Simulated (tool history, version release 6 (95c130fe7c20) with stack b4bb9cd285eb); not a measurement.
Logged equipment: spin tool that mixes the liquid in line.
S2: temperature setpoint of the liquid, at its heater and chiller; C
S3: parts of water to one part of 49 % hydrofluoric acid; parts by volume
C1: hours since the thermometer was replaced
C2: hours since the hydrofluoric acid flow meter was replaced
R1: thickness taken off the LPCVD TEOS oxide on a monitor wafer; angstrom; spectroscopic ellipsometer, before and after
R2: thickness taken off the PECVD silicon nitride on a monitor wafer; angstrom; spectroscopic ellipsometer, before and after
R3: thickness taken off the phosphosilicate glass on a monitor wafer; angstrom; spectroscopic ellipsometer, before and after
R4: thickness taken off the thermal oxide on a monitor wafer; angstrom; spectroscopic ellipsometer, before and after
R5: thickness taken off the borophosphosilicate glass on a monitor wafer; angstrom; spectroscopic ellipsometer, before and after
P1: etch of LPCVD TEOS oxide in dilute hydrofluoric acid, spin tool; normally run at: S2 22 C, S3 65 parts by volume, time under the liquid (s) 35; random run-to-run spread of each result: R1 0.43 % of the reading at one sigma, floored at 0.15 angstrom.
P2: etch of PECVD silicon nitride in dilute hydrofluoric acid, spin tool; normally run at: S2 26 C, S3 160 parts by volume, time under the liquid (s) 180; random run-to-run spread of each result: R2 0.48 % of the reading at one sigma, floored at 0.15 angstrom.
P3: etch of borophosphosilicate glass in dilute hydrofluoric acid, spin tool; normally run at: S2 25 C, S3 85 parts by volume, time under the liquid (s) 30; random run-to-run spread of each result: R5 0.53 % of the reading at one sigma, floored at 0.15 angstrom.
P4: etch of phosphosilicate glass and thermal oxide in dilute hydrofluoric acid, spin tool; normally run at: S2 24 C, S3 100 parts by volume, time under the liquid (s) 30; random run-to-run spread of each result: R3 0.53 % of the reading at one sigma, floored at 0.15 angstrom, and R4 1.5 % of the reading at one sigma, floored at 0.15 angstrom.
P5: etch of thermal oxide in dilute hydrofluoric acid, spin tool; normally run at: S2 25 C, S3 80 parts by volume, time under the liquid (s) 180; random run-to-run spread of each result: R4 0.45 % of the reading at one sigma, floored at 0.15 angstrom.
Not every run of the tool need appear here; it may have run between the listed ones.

run 1 hour=3.7 | process_that_ran=P1 S2=22 S3=65 time_under_the_liquid_(s)=35 | C1=680 C2=281.5 | R1=152.22
run 2 hour=6.9 | process_that_ran=P2 S2=26 S3=160 time_under_the_liquid_(s)=180 | C1=683.2 C2=284.7 | R2=45.331
run 3 hour=9.9 | process_that_ran=P1 S2=22 S3=65 time_under_the_liquid_(s)=35 | C1=686.2 C2=287.7 | R1=152.49
run 4 hour=12.9 | process_that_ran=P4 S2=30.5 S3=100 time_under_the_liquid_(s)=30 | C1=689.2 C2=290.7 | R3=496.71 R4=18.442
run 5 hour=18.2 | process_that_ran=P3 S2=25 S3=85 time_under_the_liquid_(s)=30 | C1=694.5 C2=296 | R5=148.2
run 6 hour=23 | process_that_ran=P1 S2=22 S3=40 time_under_the_liquid_(s)=35 | C1=699.3 C2=300.8 | R1=256.12
run 7 hour=27.3 | process_that_ran=P5 S2=18.5 S3=80 time_under_the_liquid_(s)=180 | C1=703.6 C2=305.1 | R4=87.859
run 8 hour=30.7 | process_that_ran=P3 S2=25 S3=85 time_under_the_liquid_(s)=30 | C1=707 C2=308.5 | R5=147.43
run 9 hour=34.3 | process_that_ran=P3 S2=31.5 S3=85 time_under_the_liquid_(s)=30 | C1=710.6 C2=312.1 | R5=190.34
run 10 hour=39.1 | process_that_ran=P5 S2=25 S3=125 time_under_the_liquid_(s)=180 | C1=715.4 C2=316.9 | R4=68.64
run 11 hour=41.9 | process_that_ran=P3 S2=25 S3=85 time_under_the_liquid_(s)=15 | C1=718.2 C2=319.7 | R5=73.946
run 12 hour=44.7 | process_that_ran=P1 S2=22 S3=100 time_under_the_liquid_(s)=35 | C1=721 C2=322.5 | R1=95.07
run 13 hour=49.8 | process_that_ran=P1 S2=25.5 S3=65 time_under_the_liquid_(s)=35 | C1=726.1 C2=327.6 | R1=176.01
run 14 hour=52.4 | process_that_ran=P4 S2=24 S3=100 time_under_the_liquid_(s)=45 | C1=728.7 C2=330.2 | R3=579.25 R4=20.698
run 15 hour=57.9 | process_that_ran=P1 S2=22 S3=65 time_under_the_liquid_(s)=15 | C1=734.2 C2=335.7 | R1=65.437
run 16 hour=62.1 | process_that_ran=P4 S2=24 S3=100 time_under_the_liquid_(s)=30 | C1=738.4 C2=339.9 | R3=388.86 R4=14.08
run 17 hour=64.9 | process_that_ran=P1 S2=22 S3=65 time_under_the_liquid_(s)=35 | C1=741.2 C2=342.7 | R1=152.61
run 18 hour=69.4 | process_that_ran=P1 S2=22 S3=65 time_under_the_liquid_(s)=35 | C1=745.7 C2=347.2 | R1=152.96
run 19 hour=74.9 | process_that_ran=P2 S2=30 S3=160 time_under_the_liquid_(s)=180 | C1=751.2 C2=352.7 | R2=57.7
run 20 hour=79.9 | process_that_ran=P1 S2=22 S3=65 time_under_the_liquid_(s)=35 | C1=756.2 C2=357.7 | R1=153.68
run 21 hour=83 | process_that_ran=P5 S2=25 S3=80 time_under_the_liquid_(s)=180 | C1=759.3 C2=360.8 | R4=114.18
run 22 hour=88.2 | process_that_ran=P1 S2=22 S3=65 time_under_the_liquid_(s)=35 | C1=764.5 C2=366 | R1=153.49
run 23 hour=92.7 | process_that_ran=P1 S2=22 S3=65 time_under_the_liquid_(s)=55 | C1=769 C2=370.5 | R1=240.08
run 24 hour=97.3 | process_that_ran=P1 S2=25.5 S3=65 time_under_the_liquid_(s)=15 | C1=773.6 C2=375.1 | R1=75.624
run 25 hour=100.5 | process_that_ran=P5 S2=25 S3=80 time_under_the_liquid_(s)=340 | C1=776.8 C2=378.3 | R4=216.77
run 26 hour=103.9 | process_that_ran=P1 S2=22 S3=105 time_under_the_liquid_(s)=20 | C1=780.2 C2=381.7 | R1=51.322
run 27 hour=106.9 | process_that_ran=P3 S2=25 S3=140 time_under_the_liquid_(s)=30 | C1=783.2 C2=384.7 | R5=84.372
run 28 hour=111.5 | process_that_ran=P2 S2=26 S3=160 time_under_the_liquid_(s)=40 | C1=787.8 C2=389.3 | R2=10.362
run 29 hour=115 | process_that_ran=P1 S2=17.5 S3=65 time_under_the_liquid_(s)=35 | C1=791.3 C2=392.8 | R1=126.5
run 30 hour=118.3 | process_that_ran=P2 S2=26 S3=35 time_under_the_liquid_(s)=180 | C1=794.6 C2=396.1 | R2=202.76
run 31 hour=122.1 | process_that_ran=P4 S2=24 S3=160 time_under_the_liquid_(s)=30 | C1=798.4 C2=399.9 | R3=227.12 R4=8.4338
run 32 hour=124.8 | process_that_ran=P1 S2=22 S3=65 time_under_the_liquid_(s)=35 | C1=801.1 C2=402.6 | R1=153.05
run 33 hour=130.2 | process_that_ran=P1 S2=22 S3=65 time_under_the_liquid_(s)=35 | C1=806.5 C2=408 | R1=146.4
run 34 hour=132.7 | process_that_ran=P1 S2=22 S3=65 time_under_the_liquid_(s)=35 | C1=809 C2=410.5 | R1=145.46
run 35 hour=138 | process_that_ran=P1 S2=22 S3=65 time_under_the_liquid_(s)=35 | C1=814.3 C2=415.8 | R1=143.32
run 36 hour=141 | process_that_ran=P1 S2=22 S3=65 time_under_the_liquid_(s)=35 | C1=817.3 C2=418.8 | R1=143.27
run 37 hour=145.5 | process_that_ran=P1 S2=22 S3=65 time_under_the_liquid_(s)=35 | C1=821.8 C2=423.3 | R1=141.43
run 38 hour=149.9 | process_that_ran=P1 S2=22 S3=65 time_under_the_liquid_(s)=35 | C1=826.2 C2=427.7 | R1=141.11
run 39 hour=152.4 | process_that_ran=P1 S2=22 S3=65 time_under_the_liquid_(s)=35 | C1=828.7 C2=430.2 | R1=140.74
run 40 hour=154.9 | process_that_ran=P1 S2=22 S3=65 time_under_the_liquid_(s)=35 | C1=831.2 C2=432.7 | R1=139.22
run 41 hour=159.6 | process_that_ran=P1 S2=22 S3=65 time_under_the_liquid_(s)=35 | C1=835.9 C2=437.4 | R1=141.82

What P1 gives has crept away from where it was. These 2 causes fit the log equally well, each at the size given:
A: hydrofluoric acid flow below the setpoint (%) = 7.53
B: liquid colder than its thermometer reads (K) = 2.04
The drift started at roughly hour 124.8.

Listed below are the offered check runs, one wafer per run, with question marks in place of results. For which of them would the causes give clearly different outcomes?
run check 1 hour=164.3 | process_that_ran=P2 S2=26 S3=160 time_under_the_liquid_(s)=180 | R2=?
run check 2 hour=164.3 | process_that_ran=P4 S2=24 S3=100 time_under_the_liquid_(s)=30 | R3=? R4=?
run check 3 hour=164.3 | process_that_ran=P3 S2=25 S3=85 time_under_the_liquid_(s)=30 | R5=?
run check 4 hour=164.3 | process_that_ran=P5 S2=25 S3=80 time_under_the_liquid_(s)=180 | R4=?

What each check would give under each cause:
check=check_1 result=R2 if_A=41.867 if_B=39.755
check=check_2 result=R3 if_A=355.22 if_B=357.58
check=check_2 result=R4 if_A=12.929 if_B=13.014
check=check_3 result=R5 if_A=135.53 if_B=136.27
check=check_4 result=R4 if_A=104.57 if_B=105.05
How far apart the two closest causes lie, in the result that separates them most: check 1 5.18 %; check 2 0.66 %; check 3 0.54 %; check 4 0.46 %
The other checks would show nearly matching results whichever cause is true, so check 1 is the only one that separates the causes.

Check 1 was carried out, with these results: R2 39.363 angstrom. Which of the listed causes is responsible?

It is B: liquid colder than its thermometer reads (K).
